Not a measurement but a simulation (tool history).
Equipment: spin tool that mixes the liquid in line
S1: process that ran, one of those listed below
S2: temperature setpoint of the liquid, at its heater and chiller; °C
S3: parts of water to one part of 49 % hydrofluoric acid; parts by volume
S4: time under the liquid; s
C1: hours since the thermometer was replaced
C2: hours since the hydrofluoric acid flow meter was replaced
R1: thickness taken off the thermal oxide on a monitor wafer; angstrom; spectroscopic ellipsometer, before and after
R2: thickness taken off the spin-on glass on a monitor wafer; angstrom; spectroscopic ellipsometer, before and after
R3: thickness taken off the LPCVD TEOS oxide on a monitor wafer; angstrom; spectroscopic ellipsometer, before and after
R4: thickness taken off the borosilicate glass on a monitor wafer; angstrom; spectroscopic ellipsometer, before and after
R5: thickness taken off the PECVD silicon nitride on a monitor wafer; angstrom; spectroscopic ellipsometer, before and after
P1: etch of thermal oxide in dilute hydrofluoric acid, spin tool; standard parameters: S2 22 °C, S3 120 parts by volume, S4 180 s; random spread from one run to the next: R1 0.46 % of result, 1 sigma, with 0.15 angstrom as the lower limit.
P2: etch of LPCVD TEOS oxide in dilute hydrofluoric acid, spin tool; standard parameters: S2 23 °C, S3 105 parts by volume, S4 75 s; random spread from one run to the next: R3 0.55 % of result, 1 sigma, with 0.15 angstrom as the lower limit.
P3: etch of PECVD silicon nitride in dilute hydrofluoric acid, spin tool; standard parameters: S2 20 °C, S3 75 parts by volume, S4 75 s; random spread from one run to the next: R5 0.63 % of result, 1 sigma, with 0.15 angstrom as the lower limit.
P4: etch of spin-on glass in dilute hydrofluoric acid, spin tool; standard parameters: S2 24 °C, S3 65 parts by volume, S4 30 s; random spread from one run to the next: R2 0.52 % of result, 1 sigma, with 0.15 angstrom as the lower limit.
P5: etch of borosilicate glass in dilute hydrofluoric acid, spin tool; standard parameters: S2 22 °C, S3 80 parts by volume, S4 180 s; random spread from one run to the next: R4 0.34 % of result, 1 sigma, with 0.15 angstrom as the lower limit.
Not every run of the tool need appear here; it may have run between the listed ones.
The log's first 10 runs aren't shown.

{"run": 11, "day": 5.217, "S1": "P1", "S2": 22, "S3": 120, "S4": 180, "C1": 1328.7, "C2": 997.1, "R1": 65.983}
{"run": 12, "day": 5.775, "S1": "P1", "S2": 22, "S3": 120, "S4": 180, "C1": 1342.1, "C2": 1010.5, "R1": 66.414}
{"run": 13, "day": 6.267, "S1": "P1", "S2": 22, "S3": 25, "S4": 180, "C1": 1353.9, "C2": 1022.3, "R1": 358.81}
{"run": 14, "day": 6.875, "S1": "P4", "S2": 24, "S3": 65, "S4": 15, "C1": 1368.5, "C2": 1036.9, "R2": 66.651}
{"run": 15, "day": 7.533, "S1": "P5", "S2": 22, "S3": 80, "S4": 180, "C1": 1384.3, "C2": 1052.7, "R4": 462.81}
{"run": 16, "day": 8.171, "S1": "P4", "S2": 30, "S3": 65, "S4": 30, "C1": 1399.6, "C2": 1068, "R2": 169.51}
{"run": 17, "day": 8.704, "S1": "P4", "S2": 24, "S3": 65, "S4": 30, "C1": 1412.4, "C2": 1080.8, "R2": 132.37}
{"run": 18, "day": 9.1, "S1": "P1", "S2": 22, "S3": 120, "S4": 180, "C1": 1421.9, "C2": 1090.3, "R1": 66.138}
{"day": 9.362, "done": "hydrofluoric acid flow meter replaced"}
{"run": 19, "day": 9.529, "S1": "P1", "S2": 17, "S3": 30, "S4": 180, "C1": 1432.2, "C2": 4, "R1": 237.94}
{"run": 20, "day": 10.088, "S1": "P1", "S2": 22, "S3": 120, "S4": 310, "C1": 1445.6, "C2": 17.4, "R1": 114.95}
{"run": 21, "day": 10.583, "S1": "P3", "S2": 20, "S3": 75, "S4": 75, "C1": 1457.5, "C2": 29.3, "R5": 43.756}
{"run": 22, "day": 10.983, "S1": "P3", "S2": 20, "S3": 20, "S4": 75, "C1": 1467.1, "C2": 38.9, "R5": 154.34}
{"run": 23, "day": 11.617, "S1": "P1", "S2": 17, "S3": 120, "S4": 180, "C1": 1482.3, "C2": 54.1, "R1": 54.365}
{"run": 24, "day": 12.075, "S1": "P1", "S2": 22, "S3": 120, "S4": 80, "C1": 1493.3, "C2": 65.1, "R1": 29.428}
{"run": 25, "day": 12.65, "S1": "P1", "S2": 22, "S3": 120, "S4": 180, "C1": 1507.1, "C2": 78.9, "R1": 66.293}
{"run": 26, "day": 13.171, "S1": "P2", "S2": 23, "S3": 105, "S4": 40, "C1": 1519.6, "C2": 91.4, "R3": 139.42}
{"run": 27, "day": 13.704, "S1": "P1", "S2": 26.5, "S3": 120, "S4": 180, "C1": 1532.4, "C2": 104.2, "R1": 79.555}
{"run": 28, "day": 14.138, "S1": "P5", "S2": 22, "S3": 80, "S4": 95, "C1": 1542.8, "C2": 114.6, "R4": 244.38}
{"run": 29, "day": 14.633, "S1": "P2", "S2": 31.5, "S3": 105, "S4": 75, "C1": 1554.7, "C2": 126.5, "R3": 357.94}
{"run": 30, "day": 15.246, "S1": "P5", "S2": 27, "S3": 80, "S4": 180, "C1": 1569.4, "C2": 141.2, "R4": 563.71}
{"run": 31, "day": 15.683, "S1": "P3", "S2": 17, "S3": 75, "S4": 75, "C1": 1579.9, "C2": 151.7, "R5": 34.602}
{"run": 32, "day": 16.171, "S1": "P2", "S2": 23, "S3": 70, "S4": 75, "C1": 1591.6, "C2": 163.4, "R3": 411.48}
{"run": 33, "day": 16.775, "S1": "P5", "S2": 22, "S3": 80, "S4": 180, "C1": 1606.1, "C2": 177.9, "R4": 462.71}

Run 34 is up next; what results do you expect?
{"run": 34, "day": 17.158, "S1": "P1", "S2": 22, "S3": 120, "S4": 180, "C1": 1615.3, "C2": 187.1, "R1": "?"}

{"run 34": {"R1": 66.381}}

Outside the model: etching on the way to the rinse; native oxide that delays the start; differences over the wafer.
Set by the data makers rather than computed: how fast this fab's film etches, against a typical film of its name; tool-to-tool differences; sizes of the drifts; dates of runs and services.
